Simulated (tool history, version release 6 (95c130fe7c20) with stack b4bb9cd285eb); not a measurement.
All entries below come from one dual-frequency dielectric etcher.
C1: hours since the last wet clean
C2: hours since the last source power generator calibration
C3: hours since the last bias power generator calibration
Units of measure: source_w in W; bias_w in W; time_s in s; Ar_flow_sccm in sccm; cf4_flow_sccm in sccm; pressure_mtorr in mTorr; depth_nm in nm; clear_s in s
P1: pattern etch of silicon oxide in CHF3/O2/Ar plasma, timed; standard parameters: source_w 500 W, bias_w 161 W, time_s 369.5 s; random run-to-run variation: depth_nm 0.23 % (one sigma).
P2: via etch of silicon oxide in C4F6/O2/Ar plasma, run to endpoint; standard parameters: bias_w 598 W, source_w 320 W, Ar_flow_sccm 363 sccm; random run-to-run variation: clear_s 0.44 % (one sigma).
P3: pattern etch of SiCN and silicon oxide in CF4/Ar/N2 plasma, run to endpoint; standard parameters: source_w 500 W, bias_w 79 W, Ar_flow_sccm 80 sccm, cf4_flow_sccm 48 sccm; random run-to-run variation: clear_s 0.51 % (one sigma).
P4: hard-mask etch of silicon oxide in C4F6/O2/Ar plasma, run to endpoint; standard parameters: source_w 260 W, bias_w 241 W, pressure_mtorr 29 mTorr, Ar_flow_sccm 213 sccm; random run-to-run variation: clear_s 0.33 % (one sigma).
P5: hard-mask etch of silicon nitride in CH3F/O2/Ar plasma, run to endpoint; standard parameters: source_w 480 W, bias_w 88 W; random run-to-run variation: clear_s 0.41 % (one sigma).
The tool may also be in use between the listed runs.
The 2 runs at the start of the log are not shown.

{"run": 3, "hour": 13.2, "process": "P1", "source_w": 500, "bias_w": 161, "time_s": 369.5, "C1": 463.4, "C2": 1286.9, "C3": 3227.3, "depth_nm": 651.49}
{"run": 4, "hour": 17.9, "process": "P3", "source_w": 700, "bias_w": 79, "Ar_flow_sccm": 80, "cf4_flow_sccm": 48, "C1": 468.1, "C2": 1291.6, "C3": 3232, "clear_s": 8.4325}
{"run": 5, "hour": 22.0, "process": "P1", "source_w": 500, "bias_w": 161, "time_s": 546, "C1": 472.2, "C2": 1295.7, "C3": 3236.1, "depth_nm": 960.04}
{"run": 6, "hour": 27.4, "process": "P1", "source_w": 500, "bias_w": 161, "time_s": 369.5, "C1": 477.6, "C2": 1301.1, "C3": 3241.5, "depth_nm": 650.56}
{"run": 7, "hour": 32.0, "process": "P2", "source_w": 320, "bias_w": 758, "Ar_flow_sccm": 363, "C1": 482.2, "C2": 1305.7, "C3": 3246.1, "clear_s": 21.388}
{"run": 8, "hour": 36.7, "process": "P2", "source_w": 320, "bias_w": 598, "Ar_flow_sccm": 363, "C1": 486.9, "C2": 1310.4, "C3": 3250.8, "clear_s": 23.355}
{"hour": 38.1, "done": "source power generator calibrated"}
{"run": 9, "hour": 41.2, "process": "P1", "source_w": 610, "bias_w": 161, "time_s": 369.5, "C1": 491.4, "C2": 3.2, "C3": 3255.3, "depth_nm": 705.43}
{"run": 10, "hour": 45.6, "process": "P4", "source_w": 260, "bias_w": 168, "Ar_flow_sccm": 213, "pressure_mtorr": 29, "C1": 495.8, "C2": 7.6, "C3": 3259.7, "clear_s": 88.149}
{"run": 11, "hour": 50.2, "process": "P5", "source_w": 640, "bias_w": 88, "C1": 500.4, "C2": 12.2, "C3": 3264.3, "clear_s": 40.552}
{"run": 12, "hour": 56.3, "process": "P5", "source_w": 480, "bias_w": 118, "C1": 506.5, "C2": 18.3, "C3": 3270.4, "clear_s": 40.914}
{"run": 13, "hour": 61.5, "process": "P2", "source_w": 320, "bias_w": 598, "Ar_flow_sccm": 227, "C1": 511.7, "C2": 23.5, "C3": 3275.6, "clear_s": 22.193}
{"run": 14, "hour": 64.6, "process": "P1", "source_w": 500, "bias_w": 127, "time_s": 369.5, "C1": 514.8, "C2": 26.6, "C3": 3278.7, "depth_nm": 602.99}
{"run": 15, "hour": 69.2, "process": "P4", "source_w": 260, "bias_w": 241, "Ar_flow_sccm": 213, "pressure_mtorr": 35, "C1": 519.4, "C2": 31.2, "C3": 3283.3, "clear_s": 79.646}
{"run": 16, "hour": 72.6, "process": "P1", "source_w": 670, "bias_w": 161, "time_s": 271, "C1": 522.8, "C2": 34.6, "C3": 3286.7, "depth_nm": 533.51}
{"run": 17, "hour": 75.4, "process": "P1", "source_w": 500, "bias_w": 226, "time_s": 369.5, "C1": 525.6, "C2": 37.4, "C3": 3289.5, "depth_nm": 729.01}
{"run": 18, "hour": 80.9, "process": "P5", "source_w": 480, "bias_w": 88, "C1": 531.1, "C2": 42.9, "C3": 3295, "clear_s": 45.283}
{"run": 19, "hour": 86.9, "process": "P3", "source_w": 500, "bias_w": 79, "Ar_flow_sccm": 80, "cf4_flow_sccm": 64, "C1": 537.1, "C2": 48.9, "C3": 3301, "clear_s": 10.788}
{"run": 20, "hour": 91.9, "process": "P1", "source_w": 410, "bias_w": 161, "time_s": 369.5, "C1": 542.1, "C2": 53.9, "C3": 3306, "depth_nm": 600.58}

What will run 21 give?
{"run": 21, "hour": 97.4, "process": "P1", "source_w": 500, "bias_w": 161, "time_s": 369.5, "C1": 547.6, "C2": 59.4, "C3": 3311.5, "depth_nm": "?"}

{"run 21": {"depth_nm": 648.89}}
